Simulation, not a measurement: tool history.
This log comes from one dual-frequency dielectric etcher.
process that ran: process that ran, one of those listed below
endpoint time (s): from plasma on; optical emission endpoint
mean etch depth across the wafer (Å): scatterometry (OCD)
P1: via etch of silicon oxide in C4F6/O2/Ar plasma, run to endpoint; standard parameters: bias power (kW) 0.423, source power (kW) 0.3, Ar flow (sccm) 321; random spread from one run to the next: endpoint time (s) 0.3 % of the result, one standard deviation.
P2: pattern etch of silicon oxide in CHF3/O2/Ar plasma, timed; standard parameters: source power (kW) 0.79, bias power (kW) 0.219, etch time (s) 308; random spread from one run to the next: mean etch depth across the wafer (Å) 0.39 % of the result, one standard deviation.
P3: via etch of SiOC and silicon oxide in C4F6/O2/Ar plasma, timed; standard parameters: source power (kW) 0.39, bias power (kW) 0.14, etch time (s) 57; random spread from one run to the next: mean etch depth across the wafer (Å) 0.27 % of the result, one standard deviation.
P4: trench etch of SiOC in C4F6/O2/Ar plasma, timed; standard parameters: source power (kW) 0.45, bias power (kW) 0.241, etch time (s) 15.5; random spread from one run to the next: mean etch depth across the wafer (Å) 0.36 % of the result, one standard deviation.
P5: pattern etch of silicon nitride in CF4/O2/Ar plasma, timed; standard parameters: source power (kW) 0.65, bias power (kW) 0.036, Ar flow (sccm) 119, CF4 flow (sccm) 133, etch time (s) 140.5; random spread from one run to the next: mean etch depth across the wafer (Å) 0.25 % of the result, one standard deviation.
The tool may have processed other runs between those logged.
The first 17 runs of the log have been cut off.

| run | hour | process that ran | bias power (kW) | source power (kW) | Ar flow (sccm) | etch time (s) | CF4 flow (sccm) | endpoint time (s) | mean etch depth across the wafer (Å) |
|---|---|---|---|---|---|---|---|---|---|
|  | 249.6 | bias power generator calibrated |
| 18 | 254.6 | P5 | 0.036 | 0.65 | 119 | 140.5 | 133 |  | 3074 |
| 19 | 273.5 | P1 | 0.423 | 0.3 | 321 |  |  | 21.544 |  |
| 20 | 291.4 | P4 | 0.241 | 0.45 |  | 15.5 |  |  | 370.27 |
| 21 | 304.5 | P1 | 0.534 | 0.4 | 321 |  |  | 17.801 |  |
| 22 | 320 | P5 | 0.036 | 0.65 | 86 | 140.5 | 133 |  | 3199.1 |
| 23 | 338.6 | P3 | 0.14 | 0.39 |  | 57 |  |  | 602.5 |
| 24 | 351.9 | P1 | 0.423 | 0.17 | 321 |  |  | 26.525 |  |
| 25 | 366.3 | P2 | 0.219 | 0.46 |  | 308 |  |  | 5817.4 |
| 26 | 378.9 | P4 | 0.241 | 0.54 |  | 15.5 |  |  | 395.7 |
| 27 | 388.9 | P4 | 0.167 | 0.45 |  | 15.5 |  |  | 328.1 |
| 28 | 397.8 | P1 | 0.564 | 0.3 | 321 |  |  | 19.336 |  |
| 29 | 415.2 | P5 | 0.049 | 0.65 | 119 | 140.5 | 133 |  | 3410.4 |
| 30 | 424.1 | P5 | 0.036 | 0.65 | 119 | 140.5 | 79 |  | 2828.4 |
| 31 | 432.6 | P1 | 0.423 | 0.3 | 321 |  |  | 21.463 |  |
| 32 | 448.7 | P1 | 0.423 | 0.42 | 321 |  |  | 18.889 |  |
| 33 | 462.8 | P5 | 0.036 | 0.65 | 119 | 80 | 133 |  | 1744 |

What will run 34 give?
| 34 | 472.7 | P1 | 0.423 | 0.3 | 321 |  |  | ? |  |

endpoint time (s): 21.317
